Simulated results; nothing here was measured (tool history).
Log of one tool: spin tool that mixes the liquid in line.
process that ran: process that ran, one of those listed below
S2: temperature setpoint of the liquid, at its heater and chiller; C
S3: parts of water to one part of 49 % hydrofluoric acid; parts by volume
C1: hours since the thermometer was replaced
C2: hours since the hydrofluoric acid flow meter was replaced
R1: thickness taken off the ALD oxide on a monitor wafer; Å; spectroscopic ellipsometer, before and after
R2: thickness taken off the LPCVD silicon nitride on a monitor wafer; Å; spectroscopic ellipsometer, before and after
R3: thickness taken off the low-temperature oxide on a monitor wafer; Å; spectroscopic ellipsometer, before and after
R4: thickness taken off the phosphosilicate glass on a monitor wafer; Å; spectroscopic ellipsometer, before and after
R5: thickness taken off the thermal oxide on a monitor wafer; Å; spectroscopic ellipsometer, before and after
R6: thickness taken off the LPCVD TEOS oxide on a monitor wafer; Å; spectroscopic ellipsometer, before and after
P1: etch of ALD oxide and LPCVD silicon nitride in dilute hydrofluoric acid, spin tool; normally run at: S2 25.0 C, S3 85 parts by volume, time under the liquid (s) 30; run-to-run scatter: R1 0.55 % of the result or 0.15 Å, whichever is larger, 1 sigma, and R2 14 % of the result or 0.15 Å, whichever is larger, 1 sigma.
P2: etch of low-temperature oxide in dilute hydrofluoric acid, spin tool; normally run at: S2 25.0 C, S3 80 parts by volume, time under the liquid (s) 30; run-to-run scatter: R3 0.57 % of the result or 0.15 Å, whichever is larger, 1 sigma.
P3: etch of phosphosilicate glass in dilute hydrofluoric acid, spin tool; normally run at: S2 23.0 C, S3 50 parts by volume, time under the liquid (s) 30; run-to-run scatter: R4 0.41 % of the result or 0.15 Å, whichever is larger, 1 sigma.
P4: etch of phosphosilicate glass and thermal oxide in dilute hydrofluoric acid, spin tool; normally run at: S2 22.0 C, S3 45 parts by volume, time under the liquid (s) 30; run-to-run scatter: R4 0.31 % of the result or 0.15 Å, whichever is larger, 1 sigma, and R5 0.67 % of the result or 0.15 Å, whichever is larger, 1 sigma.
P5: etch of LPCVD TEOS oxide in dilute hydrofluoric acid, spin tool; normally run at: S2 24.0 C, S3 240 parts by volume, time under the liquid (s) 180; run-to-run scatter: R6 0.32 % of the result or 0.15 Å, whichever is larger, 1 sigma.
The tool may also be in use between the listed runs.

Run 1, day 0.446: process that ran P1, S2 25.0 C, S3 85 parts by volume, time under the liquid (s) 30; C1 1260.4; C2 141.5. Result: R1 63.512 Å, R2 2.26930 Å.
Run 2, day 0.833: process that ran P1, S2 17.5 C, S3 85 parts by volume, time under the liquid (s) 50; C1 1269.7; C2 150.8. Result: R1 78.619 Å, R2 2.18530 Å.
Run 3, day 1.217: process that ran P1, S2 25.0 C, S3 85 parts by volume, time under the liquid (s) 30; C1 1278.9; C2 160.0. Result: R1 63.393 Å, R2 1.76220 Å.
Run 4, day 1.662: process that ran P2, S2 21.0 C, S3 80 parts by volume, time under the liquid (s) 30; C1 1289.6; C2 170.7. Result: R3 92.004 Å.
Run 5, day 1.992: process that ran P1, S2 19.0 C, S3 85 parts by volume, time under the liquid (s) 30; C1 1297.5; C2 178.6. Result: R1 49.811 Å, R2 0.88005 Å.
Run 6, day 2.304: process that ran P4, S2 22.0 C, S3 75 parts by volume, time under the liquid (s) 30; C1 1305.0; C2 186.1. Result: R4 646.82 Å, R5 17.876 Å.
Run 7, day 2.671: process that ran P1, S2 25.0 C, S3 85 parts by volume, time under the liquid (s) 30; C1 1313.8; C2 194.9. Result: R1 62.790 Å, R2 1.60940 Å.
At day 2.804: hydrofluoric acid flow meter replaced.
Run 8, day 3.029: process that ran P1, S2 29.0 C, S3 85 parts by volume, time under the liquid (s) 30; C1 1322.4; C2 5.5. Result: R1 72.993 Å, R2 1.99750 Å.
Run 9, day 3.446: process that ran P3, S2 23.0 C, S3 50 parts by volume, time under the liquid (s) 55; C1 1332.4; C2 15.5. Result: R4 2053.40 Å.
Run 10, day 3.738: process that ran P4, S2 22.0 C, S3 45 parts by volume, time under the liquid (s) 15; C1 1339.4; C2 22.5. Result: R4 561.50 Å, R5 15.588 Å.
Run 11, day 4.062: process that ran P3, S2 23.0 C, S3 20 parts by volume, time under the liquid (s) 30; C1 1347.2; C2 30.3. Result: R4 2918.60 Å.
Run 12, day 4.333: process that ran P2, S2 25.0 C, S3 30 parts by volume, time under the liquid (s) 30; C1 1353.7; C2 36.8. Result: R3 311.660 Å.
Run 13, day 4.738: process that ran P1, S2 25.0 C, S3 85 parts by volume, time under the liquid (s) 15; C1 1363.4; C2 46.5. Result: R1 31.278 Å, R2 0.79516 Å.
Run 14, day 5.000: process that ran P4, S2 22.0 C, S3 45 parts by volume, time under the liquid (s) 30; C1 1369.7; C2 52.8. Result: R4 1113.20 Å, R5 31.201 Å.
Run 15, day 5.542: process that ran P5, S2 24.0 C, S3 240 parts by volume, time under the liquid (s) 180; C1 1382.7; C2 65.8. Result: R6 109.970 Å.
Run 16, day 5.888: process that ran P1, S2 25.0 C, S3 85 parts by volume, time under the liquid (s) 30; C1 1391.0; C2 74.1. Result: R1 62.521 Å, R2 1.70170 Å.
Run 17, day 6.346: process that ran P5, S2 24.0 C, S3 240 parts by volume, time under the liquid (s) 180; C1 1402.0; C2 85.1. Result: R6 110.200 Å.
Run 18, day 6.796: process that ran P2, S2 25.0 C, S3 80 parts by volume, time under the liquid (s) 50; C1 1412.8; C2 95.9. Result: R3 182.050 Å.
Run 19, day 7.112: process that ran P1, S2 25.0 C, S3 85 parts by volume, time under the liquid (s) 30; C1 1420.4; C2 103.5. Result: R1 62.908 Å, R2 1.25330 Å.
Run 20, day 7.592: process that ran P1, S2 25.0 C, S3 85 parts by volume, time under the liquid (s) 50; C1 1431.9; C2 115.0. Result: R1 104.790 Å, R2 3.37020 Å.
Run 21, day 7.921: process that ran P3, S2 17.5 C, S3 50 parts by volume, time under the liquid (s) 30; C1 1439.8; C2 122.9. Result: R4 888.56 Å.
Run 22, day 8.388: process that ran P2, S2 25.0 C, S3 80 parts by volume, time under the liquid (s) 30; C1 1451.0; C2 134.1. Result: R3 109.140 Å.
Run 23, day 8.817: process that ran P3, S2 23.0 C, S3 50 parts by volume, time under the liquid (s) 30; C1 1461.3; C2 144.4. Result: R4 1122.00 Å.
Run 24, day 9.354: process that ran P2, S2 25.0 C, S3 80 parts by volume, time under the liquid (s) 30; C1 1474.2; C2 157.3. Result: R3 108.380 Å.
Run 25, day 9.729: process that ran P5, S2 28.0 C, S3 240 parts by volume, time under the liquid (s) 180; C1 1483.2; C2 166.3. Result: R6 127.330 Å.
Run 26, day 9.992: process that ran P1, S2 25.0 C, S3 85 parts by volume, time under the liquid (s) 30; C1 1489.5; C2 172.6. Result: R1 64.032 Å, R2 2.47580 Å.
Run 27, day 10.375: process that ran P1, S2 25.0 C, S3 30 parts by volume, time under the liquid (s) 30; C1 1498.7; C2 181.8. Result: R1 193.120 Å, R2 5.39610 Å.
Run 28, day 10.888: process that ran P1, S2 25.0 C, S3 125 parts by volume, time under the liquid (s) 30; C1 1511.0; C2 194.1. Result: R1 41.237 Å, R2 1.08290 Å.
Run 29, day 11.354: process that ran P5, S2 24.0 C, S3 415 parts by volume, time under the liquid (s) 180; C1 1522.2; C2 205.3. Result: R6 53.971 Å.
Run 30, day 11.762: process that ran P4, S2 29.0 C, S3 45 parts by volume, time under the liquid (s) 30; C1 1532.0; C2 215.1. Result: R4 1490.00 Å, R5 41.557 Å.
Run 31, day 12.221: process that ran P3, S2 23.0 C, S3 50 parts by volume, time under the liquid (s) 30; C1 1543.0; C2 226.1. Result: R4 1119.30 Å.
Run 32, day 12.708: process that ran P1, S2 31.0 C, S3 20 parts by volume, time under the liquid (s) 30; C1 1554.7; C2 237.8. Result: R1 380.700 Å, R2 8.22030 Å.
Run 33, day 13.142: process that ran P5, S2 24.0 C, S3 240 parts by volume, time under the liquid (s) 320; C1 1565.1; C2 248.2. Result: R6 196.400 Å.
Run 34, day 13.521: process that ran P4, S2 22.0 C, S3 45 parts by volume, time under the liquid (s) 30; C1 1574.2; C2 257.3. Result: R4 1117.70 Å, R5 30.831 Å.
Run 35, day 13.858: process that ran P1, S2 25.0 C, S3 85 parts by volume, time under the liquid (s) 30; C1 1582.3; C2 265.4. Result: R1 63.458 Å, R2 1.86060 Å.
Run 36, day 14.275: process that ran P1, S2 25.0 C, S3 85 parts by volume, time under the liquid (s) 30; C1 1592.3; C2 275.4. Result: R1 63.417 Å, R2 1.98980 Å.
Run 37, day 14.762: process that ran P1, S2 25.0 C, S3 85 parts by volume, time under the liquid (s) 30; C1 1604.0; C2 287.1. Result: R1 65.506 Å, R2 1.87390 Å.
Run 38, day 15.021: process that ran P1, S2 25.0 C, S3 85 parts by volume, time under the liquid (s) 30; C1 1610.2; C2 293.3. Result: R1 66.561 Å, R2 1.71770 Å.
Run 39, day 15.379: process that ran P1, S2 25.0 C, S3 85 parts by volume, time under the liquid (s) 30; C1 1618.8; C2 301.9. Result: R1 67.656 Å, R2 2.06720 Å.
Run 40, day 15.621: process that ran P1, S2 25.0 C, S3 85 parts by volume, time under the liquid (s) 30; C1 1624.6; C2 307.7. Result: R1 67.195 Å, R2 1.90800 Å.
Run 41, day 15.933: process that ran P1, S2 25.0 C, S3 85 parts by volume, time under the liquid (s) 30; C1 1632.1; C2 315.2. Result: R1 67.821 Å, R2 1.40220 Å.
Run 42, day 16.175: process that ran P1, S2 25.0 C, S3 85 parts by volume, time under the liquid (s) 30; C1 1637.9; C2 321.0. Result: R1 68.721 Å, R2 1.72650 Å.
Run 43, day 16.442: process that ran P1, S2 25.0 C, S3 85 parts by volume, time under the liquid (s) 30; C1 1644.3; C2 327.4. Result: R1 68.273 Å, R2 1.86390 Å.
Run 44, day 16.771: process that ran P1, S2 25.0 C, S3 85 parts by volume, time under the liquid (s) 30; C1 1652.2; C2 335.3. Result: R1 68.343 Å, R2 2.61200 Å.
Run 45, day 17.046: process that ran P1, S2 25.0 C, S3 85 parts by volume, time under the liquid (s) 30; C1 1658.8; C2 341.9. Result: R1 67.901 Å, R2 2.05760 Å.
Run 46, day 17.304: process that ran P1, S2 25.0 C, S3 85 parts by volume, time under the liquid (s) 30; C1 1665.0; C2 348.1. Result: R1 68.964 Å, R2 1.56200 Å.
Run 47, day 17.779: process that ran P1, S2 25.0 C, S3 85 parts by volume, time under the liquid (s) 30; C1 1676.4; C2 359.5. Result: R1 68.333 Å, R2 2.15720 Å.

What P1 gives has crept away from where it was. These 2 causes fit the log equally well, each at the size given:
A: hydrofluoric acid flow above the setpoint (%) = 7.45
B: liquid hotter than its thermometer reads (K) = 2.02
The creep began at about day 14.275.

4 check runs are offered, one wafer each, their results left as question marks. Which one tells the causes apart?
Run check 1, day 18.254: process that ran P4, S2 25.5 C, S3 45 parts by volume, time under the liquid (s) 30. Result: R4 ?, R5 ?.
Run check 2, day 18.254: process that ran P5, S2 24.0 C, S3 385 parts by volume, time under the liquid (s) 180. Result: R6 ?.
Run check 3, day 18.254: process that ran P3, S2 23.0 C, S3 35 parts by volume, time under the liquid (s) 30. Result: R4 ?.
Run check 4, day 18.254: process that ran P2, S2 25.0 C, S3 45 parts by volume, time under the liquid (s) 30. Result: R3 ?.

What each check would give under each cause:
  check  result     if A     if B
check 1      R4  1394.90  1402.80
check 1      R5   38.762   38.982
check 2      R6   65.842   63.877
check 3      R4  1758.80  1774.80
check 4      R3  218.300  219.620
How far apart the two closest causes lie, in the result that separates them most: check 1 0.57 %; check 2 3.03 %; check 3 0.9 %; check 4 0.6 %
Only check 2 tells the causes apart: in the others they would give nearly the same result.

Check 2 was then run and gave: R6 63.896 Å. Which cause is it?

It is B: liquid hotter than its thermometer reads (K).
